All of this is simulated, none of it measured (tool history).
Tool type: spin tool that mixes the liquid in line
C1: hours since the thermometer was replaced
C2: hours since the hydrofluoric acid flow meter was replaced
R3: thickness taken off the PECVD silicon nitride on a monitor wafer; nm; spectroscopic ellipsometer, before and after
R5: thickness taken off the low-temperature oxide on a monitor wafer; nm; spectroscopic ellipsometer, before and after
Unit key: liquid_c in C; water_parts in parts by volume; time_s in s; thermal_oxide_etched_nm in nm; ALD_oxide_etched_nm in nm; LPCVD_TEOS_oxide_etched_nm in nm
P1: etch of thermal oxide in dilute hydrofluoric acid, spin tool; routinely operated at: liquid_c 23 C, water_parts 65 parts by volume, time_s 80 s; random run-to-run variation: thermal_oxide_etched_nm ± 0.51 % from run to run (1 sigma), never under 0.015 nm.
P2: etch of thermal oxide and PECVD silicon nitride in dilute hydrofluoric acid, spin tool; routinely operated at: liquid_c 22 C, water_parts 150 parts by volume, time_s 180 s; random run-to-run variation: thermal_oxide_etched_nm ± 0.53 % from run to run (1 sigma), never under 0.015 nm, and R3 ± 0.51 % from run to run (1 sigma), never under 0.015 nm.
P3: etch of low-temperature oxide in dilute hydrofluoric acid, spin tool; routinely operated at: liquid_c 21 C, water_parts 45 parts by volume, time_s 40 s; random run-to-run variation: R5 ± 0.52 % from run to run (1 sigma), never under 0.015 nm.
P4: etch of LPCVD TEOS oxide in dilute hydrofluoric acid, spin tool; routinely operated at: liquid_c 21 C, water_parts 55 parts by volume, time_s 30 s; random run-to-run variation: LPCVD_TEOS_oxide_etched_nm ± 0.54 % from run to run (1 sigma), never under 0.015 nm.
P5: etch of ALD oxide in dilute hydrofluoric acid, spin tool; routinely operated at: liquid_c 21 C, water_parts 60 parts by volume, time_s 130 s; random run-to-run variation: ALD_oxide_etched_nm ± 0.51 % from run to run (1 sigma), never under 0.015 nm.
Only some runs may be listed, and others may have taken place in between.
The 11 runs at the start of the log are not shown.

Run 12, hour 163.5: process P3, liquid_c 21 C, water_parts 45 parts by volume, time_s 15 s; C1 564; C2 20.3. Result: R5 4.0605 nm.
Run 13, hour 176.5: process P5, liquid_c 21 C, water_parts 60 parts by volume, time_s 230 s; C1 577; C2 33.3. Result: ALD_oxide_etched_nm 47.941 nm.
Run 14, hour 186.2: process P4, liquid_c 21 C, water_parts 20 parts by volume, time_s 30 s; C1 586.7; C2 43. Result: LPCVD_TEOS_oxide_etched_nm 47.301 nm.
Run 15, hour 197.2: process P3, liquid_c 17 C, water_parts 45 parts by volume, time_s 40 s; C1 597.7; C2 54. Result: R5 9.1827 nm.
Run 16, hour 211.4: process P4, liquid_c 21 C, water_parts 55 parts by volume, time_s 30 s; C1 611.9; C2 68.2. Result: LPCVD_TEOS_oxide_etched_nm 16.485 nm.
Run 17, hour 223.2: process P5, liquid_c 21 C, water_parts 20 parts by volume, time_s 130 s; C1 623.7; C2 80. Result: ALD_oxide_etched_nm 85.995 nm.
Run 18, hour 233.7: process P2, liquid_c 22 C, water_parts 150 parts by volume, time_s 180 s; C1 634.2; C2 90.5. Result: thermal_oxide_etched_nm 4.7153 nm, R3 4.8647 nm.
Run 19, hour 242: process P4, liquid_c 21 C, water_parts 55 parts by volume, time_s 30 s; C1 642.5; C2 98.8. Result: LPCVD_TEOS_oxide_etched_nm 16.494 nm.
Run 20, hour 250: process P3, liquid_c 21 C, water_parts 45 parts by volume, time_s 40 s; C1 650.5; C2 106.8. Result: R5 10.895 nm.
At hour 262.2: thermometer replaced.
Run 21, hour 262.9: process P1, liquid_c 23 C, water_parts 45 parts by volume, time_s 30 s; C1 0.8; C2 119.7. Result: thermal_oxide_etched_nm 3.0968 nm.
Run 22, hour 279.4: process P1, liquid_c 23 C, water_parts 65 parts by volume, time_s 80 s; C1 17.3; C2 136.2. Result: thermal_oxide_etched_nm 5.6139 nm.
Run 23, hour 295.9: process P1, liquid_c 29 C, water_parts 65 parts by volume, time_s 115 s; C1 33.8; C2 152.7. Result: thermal_oxide_etched_nm 10.2 nm.
Run 24, hour 312.7: process P3, liquid_c 21 C, water_parts 45 parts by volume, time_s 40 s; C1 50.6; C2 169.5. Result: R5 10.865 nm.
Run 25, hour 325.4: process P1, liquid_c 23 C, water_parts 65 parts by volume, time_s 15 s; C1 63.3; C2 182.2. Result: thermal_oxide_etched_nm 1.0427 nm.
Run 26, hour 333.4: process P1, liquid_c 23 C, water_parts 65 parts by volume, time_s 80 s; C1 71.3; C2 190.2. Result: thermal_oxide_etched_nm 5.6168 nm.
Run 27, hour 341.7: process P1, liquid_c 27.5 C, water_parts 20 parts by volume, time_s 80 s; C1 79.6; C2 198.5. Result: thermal_oxide_etched_nm 23.454 nm.
Run 28, hour 358.5: process P4, liquid_c 21 C, water_parts 55 parts by volume, time_s 15 s; C1 96.4; C2 215.3. Result: LPCVD_TEOS_oxide_etched_nm 8.3813 nm.
Run 29, hour 373.8: process P5, liquid_c 17 C, water_parts 60 parts by volume, time_s 130 s; C1 111.7; C2 230.6. Result: ALD_oxide_etched_nm 22.929 nm.

Forecast run 30:
Run 30, hour 390.6: process P2, liquid_c 29 C, water_parts 150 parts by volume, time_s 180 s; C1 128.5; C2 247.4. Result: thermal_oxide_etched_nm ?, R3 ?.

{"run 30": {"thermal_oxide_etched_nm": 6.1969, "R3": 7.5889}}
